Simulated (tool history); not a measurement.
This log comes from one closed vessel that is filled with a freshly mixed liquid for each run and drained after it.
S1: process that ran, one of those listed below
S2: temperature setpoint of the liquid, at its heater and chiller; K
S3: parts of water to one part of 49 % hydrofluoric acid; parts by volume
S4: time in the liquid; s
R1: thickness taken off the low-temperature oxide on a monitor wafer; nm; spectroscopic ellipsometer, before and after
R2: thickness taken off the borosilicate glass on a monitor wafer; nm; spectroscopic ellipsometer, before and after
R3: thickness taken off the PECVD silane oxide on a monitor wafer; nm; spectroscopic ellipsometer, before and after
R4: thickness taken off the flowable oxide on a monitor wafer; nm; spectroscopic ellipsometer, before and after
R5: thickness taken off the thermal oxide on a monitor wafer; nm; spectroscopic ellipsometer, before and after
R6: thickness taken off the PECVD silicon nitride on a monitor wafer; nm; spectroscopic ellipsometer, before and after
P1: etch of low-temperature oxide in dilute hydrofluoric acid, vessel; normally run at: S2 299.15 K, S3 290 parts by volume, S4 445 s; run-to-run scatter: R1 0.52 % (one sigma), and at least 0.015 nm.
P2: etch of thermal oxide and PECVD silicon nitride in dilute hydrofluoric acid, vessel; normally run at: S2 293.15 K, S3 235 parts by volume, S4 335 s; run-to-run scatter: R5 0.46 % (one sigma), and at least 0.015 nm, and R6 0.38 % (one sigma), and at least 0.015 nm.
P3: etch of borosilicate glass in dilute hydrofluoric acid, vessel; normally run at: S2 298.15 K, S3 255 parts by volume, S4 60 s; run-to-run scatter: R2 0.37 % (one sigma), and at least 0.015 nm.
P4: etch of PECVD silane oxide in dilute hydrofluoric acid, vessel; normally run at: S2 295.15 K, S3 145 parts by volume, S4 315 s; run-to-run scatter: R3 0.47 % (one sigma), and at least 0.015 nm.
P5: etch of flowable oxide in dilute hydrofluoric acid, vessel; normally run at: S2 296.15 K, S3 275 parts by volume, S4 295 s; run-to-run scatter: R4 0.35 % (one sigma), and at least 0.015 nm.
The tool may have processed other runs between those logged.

run	day	S1	S2	S3	S4	R1	R2	R3	R4	R5	R6
1	0.429	P1	299.15	290	445	46.7290					
2	0.733	P3	298.15	255	60		9.3286				
3	1.050	P3	298.15	470	60		4.1404				
4	1.592	P4	303.15	145	315			72.758			
5	1.862	P4	295.15	145	625			106.280			
6	2.329	P1	306.65	180	445	110.9500					
7	2.692	P5	296.15	275	295				23.6590		
8	3.312	P1	299.15	290	45	4.7128					
9	3.792	P1	307.15	130	445	167.2500					
10	4.133	P4	295.15	200	315			36.535			
11	4.721	P1	299.15	290	830	86.8710					
12	5.054	P2	293.15	345	335					3.3779	3.8766
13	5.429	P1	306.65	290	445	59.8110					
14	5.742	P1	299.15	125	445	131.7500					
15	6.304	P1	291.65	290	445	35.7090					
16	6.721	P1	299.15	290	445	46.3990					
17	7.212	P1	299.15	460	445	24.8470					
18	7.592	P2	293.15	235	335					5.3778	5.5910
19	8.167	P5	296.15	275	40				3.2169		
20	8.633	P2	290.15	235	335					4.7999	4.6267
21	9.204	P3	298.15	255	30		4.6218				
22	9.688	P5	300.15	275	295				27.2610		
23	10.254	P2	293.15	235	335					5.3992	5.6326
24	10.788	P3	291.65	255	60		7.3047				
25	11.075	P1	302.65	455	445	28.1630					
26	11.533	P4	295.15	145	315			53.442			
27	11.988	P2	293.15	235	145					2.3288	2.4470
28	12.267	P1	299.15	290	445	46.7750					
29	12.654	P5	296.15	480	295				11.2790		
30	13.017	P1	299.15	290	445	46.7570					
31	13.342	P1	299.15	290	445	46.8080					
32	13.846	P1	299.15	290	445	45.3250					
33	14.396	P1	299.15	290	445	44.3280					
34	14.862	P1	299.15	290	445	44.0190					
35	15.354	P1	299.15	290	445	43.1980					
36	15.738	P1	299.15	290	445	43.4660					
37	16.350	P1	299.15	290	445	43.5140					
38	16.754	P1	299.15	290	445	43.2070					
39	17.221	P1	299.15	290	445	43.1340					

Compared with where it was, what P1 gives has crept away. Each cause listed below fits the log as well as the rest, at the size given for it:
A: hydrofluoric acid flow below the setpoint (%) = 5.79
B: liquid colder than its thermometer reads (K) = 2.25
Onset of the creep was near day 13.342.

4 check runs are offered, one wafer each, their results left as question marks. Which one tells the causes apart?
check 1	17.688	P2	293.15	345	195					?	?
check 2	17.688	P4	302.65	145	605			?			
check 3	17.688	P3	298.15	460	35		?				
check 4	17.688	P5	296.15	470	75				?		

What every check run would give for each of its results, assuming each possible cause in turn:
check	result	if A	if B
check 1	R5	1.7923	1.7857
check 1	R6	2.1324	1.9584
check 2	R3	127.090	125.660
check 3	R2	2.2750	2.3030
check 4	R4	2.7214	2.7487
Distance between the nearest two causes, measured in the result of the check that separates them most: check 1 8.51 %; check 2 1.14 %; check 3 1.22 %; check 4 1 %
Check 1 is the one run that separates the causes; every other check would come out nearly the same whichever cause is at work.

Check 1 has now been run. It gave: R5 1.7560 nm; R6 2.1262 nm. Which of the candidate causes is it?

Of the candidate causes, it is A: hydrofluoric acid flow below the setpoint (%).
